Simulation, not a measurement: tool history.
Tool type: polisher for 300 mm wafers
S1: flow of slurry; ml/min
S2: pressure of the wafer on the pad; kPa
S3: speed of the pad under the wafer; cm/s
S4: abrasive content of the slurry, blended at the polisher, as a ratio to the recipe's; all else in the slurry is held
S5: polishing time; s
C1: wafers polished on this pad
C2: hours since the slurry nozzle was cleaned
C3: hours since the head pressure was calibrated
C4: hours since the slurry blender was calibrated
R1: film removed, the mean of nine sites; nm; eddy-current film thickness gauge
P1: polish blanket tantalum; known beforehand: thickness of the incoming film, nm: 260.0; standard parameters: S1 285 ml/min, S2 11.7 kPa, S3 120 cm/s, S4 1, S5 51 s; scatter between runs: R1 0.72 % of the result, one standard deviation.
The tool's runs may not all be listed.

run   hour   S1    S2   S3    S4  S5    C1     C2     C3     C4      R1
  1    7.6  285  11.7  120     1  51   444   47.3  187.7   57.5  91.331
  2   13.2  285  11.7  120     1  51   488   52.9  193.3   63.1  91.625
  3   22.3  285  11.7  148   0.6  51   559     62  202.4   72.2  93.862
  4     30  285  11.7  120     1  51   619   69.7  210.1   79.9  91.212
  5   39.4  285  11.7   60     1  51   692   79.1  219.5   89.3  46.267
  6   48.9  440  11.7  120     1  51   766   88.6    229   98.8  93.645
  7   54.3  285  11.7  120     1  29   808     94  234.4  104.2  51.988
  8   63.3  285  11.7  120  0.65  51   878    103  243.4  113.2  79.316
  9     73  285  11.7  120     1  51   953  112.7  253.1  122.9  90.861
 10     78  285  17.2  120     1  51   992  117.7  258.1  127.9   134.9
 11   84.9  285  11.7  120     1  67  1046  124.6    265  134.8  120.89
 12   90.1  285  11.7  120     1  51  1087  129.8  270.2    140  91.255
 13   95.1  285   7.6  120     1  70  1126  134.8  275.2    145  80.319
 14   99.7  285     9  120     1  51  1161  139.4  279.8  149.6  69.695
 15  104.5  285  11.7  120   1.2  51  1199  144.2  284.6  154.4  95.996
 16  110.4  200  11.7  120  1.25  51  1245  150.1  290.5  160.3  92.117
 17  116.5  195  11.7  120     1  51  1292  156.2  296.6  166.4  86.935
 18  122.7  285  11.7  120     1  51  1341  162.4  302.8  172.6  91.452
 19  129.8  285  11.7  188     1  51  1396  169.5  309.9  179.7  144.18
 20  137.8  285  11.7  120     1  51  1458  177.5  317.9  187.7  90.663

What will run 21 give?
 21  142.8  285  11.7  120   1  51  1497  182.5  322.9  192.7   ?

For run 21 the tool returned R1 89.302 nm.
